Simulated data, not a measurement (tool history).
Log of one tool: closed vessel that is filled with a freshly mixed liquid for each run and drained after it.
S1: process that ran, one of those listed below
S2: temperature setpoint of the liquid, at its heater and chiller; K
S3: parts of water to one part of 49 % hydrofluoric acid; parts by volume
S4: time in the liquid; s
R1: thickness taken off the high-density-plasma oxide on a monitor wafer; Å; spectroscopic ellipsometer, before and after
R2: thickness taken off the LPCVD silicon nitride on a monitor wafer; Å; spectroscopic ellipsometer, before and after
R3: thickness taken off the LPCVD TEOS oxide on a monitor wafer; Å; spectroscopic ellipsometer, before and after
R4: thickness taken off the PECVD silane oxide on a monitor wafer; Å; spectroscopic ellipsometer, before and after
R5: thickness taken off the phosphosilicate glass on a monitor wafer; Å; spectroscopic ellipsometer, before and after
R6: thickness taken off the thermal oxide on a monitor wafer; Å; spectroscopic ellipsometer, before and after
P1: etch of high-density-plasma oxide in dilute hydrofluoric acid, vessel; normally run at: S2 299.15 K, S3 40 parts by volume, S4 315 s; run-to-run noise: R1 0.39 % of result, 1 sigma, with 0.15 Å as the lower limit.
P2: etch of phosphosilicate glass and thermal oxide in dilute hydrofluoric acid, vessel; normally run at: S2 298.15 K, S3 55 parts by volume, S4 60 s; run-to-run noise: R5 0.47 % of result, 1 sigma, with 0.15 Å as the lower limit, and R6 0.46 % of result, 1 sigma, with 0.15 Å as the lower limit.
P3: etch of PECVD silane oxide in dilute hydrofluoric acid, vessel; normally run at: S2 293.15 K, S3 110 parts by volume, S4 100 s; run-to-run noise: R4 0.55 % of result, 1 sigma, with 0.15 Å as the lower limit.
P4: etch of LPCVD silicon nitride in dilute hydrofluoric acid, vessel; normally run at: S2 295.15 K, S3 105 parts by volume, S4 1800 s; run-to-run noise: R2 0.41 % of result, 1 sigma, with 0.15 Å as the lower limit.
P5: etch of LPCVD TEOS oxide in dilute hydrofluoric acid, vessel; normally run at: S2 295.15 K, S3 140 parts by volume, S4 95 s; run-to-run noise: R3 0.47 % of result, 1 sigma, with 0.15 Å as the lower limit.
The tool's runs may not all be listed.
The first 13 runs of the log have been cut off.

run 14 day=2.283 | S1=P1 S2=299.15 S3=40 S4=540 | R1=797.9
run 15 day=2.438 | S1=P5 S2=295.15 S3=140 S4=95 | R3=184.29
run 16 day=2.558 | S1=P1 S2=299.15 S3=40 S4=315 | R1=467.84
run 17 day=2.804 | S1=P1 S2=299.15 S3=40 S4=315 | R1=467.01
run 18 day=2.967 | S1=P2 S2=298.15 S3=85 S4=60 | R5=1083.5 R6=34.305
run 19 day=3.112 | S1=P3 S2=293.15 S3=175 S4=100 | R4=89.36
run 20 day=3.229 | S1=P5 S2=295.15 S3=140 S4=30 | R3=58.239
run 21 day=3.412 | S1=P1 S2=306.15 S3=60 S4=315 | R1=396.72
run 22 day=3.646 | S1=P2 S2=298.15 S3=55 S4=60 | R5=1743.1 R6=55.366
run 23 day=3.904 | S1=P5 S2=295.15 S3=245 S4=95 | R3=93.847
run 24 day=4.025 | S1=P3 S2=293.15 S3=110 S4=100 | R4=153.26
run 25 day=4.154 | S1=P4 S2=295.15 S3=175 S4=1800 | R2=45.368
run 26 day=4.342 | S1=P2 S2=298.15 S3=55 S4=60 | R5=1734.2 R6=55.48
run 27 day=4.5 | S1=P1 S2=299.15 S3=40 S4=315 | R1=465.15
run 28 day=4.642 | S1=P1 S2=299.15 S3=20 S4=315 | R1=956.07
run 29 day=4.879 | S1=P1 S2=299.15 S3=40 S4=315 | R1=468.13

Run 30, settings as shown, results not yet in. Your forecast:
run 30 day=5.008 | S1=P1 S2=294.15 S3=20 S4=315 | R1=?

{"run 30": {"R1": 775.69}}
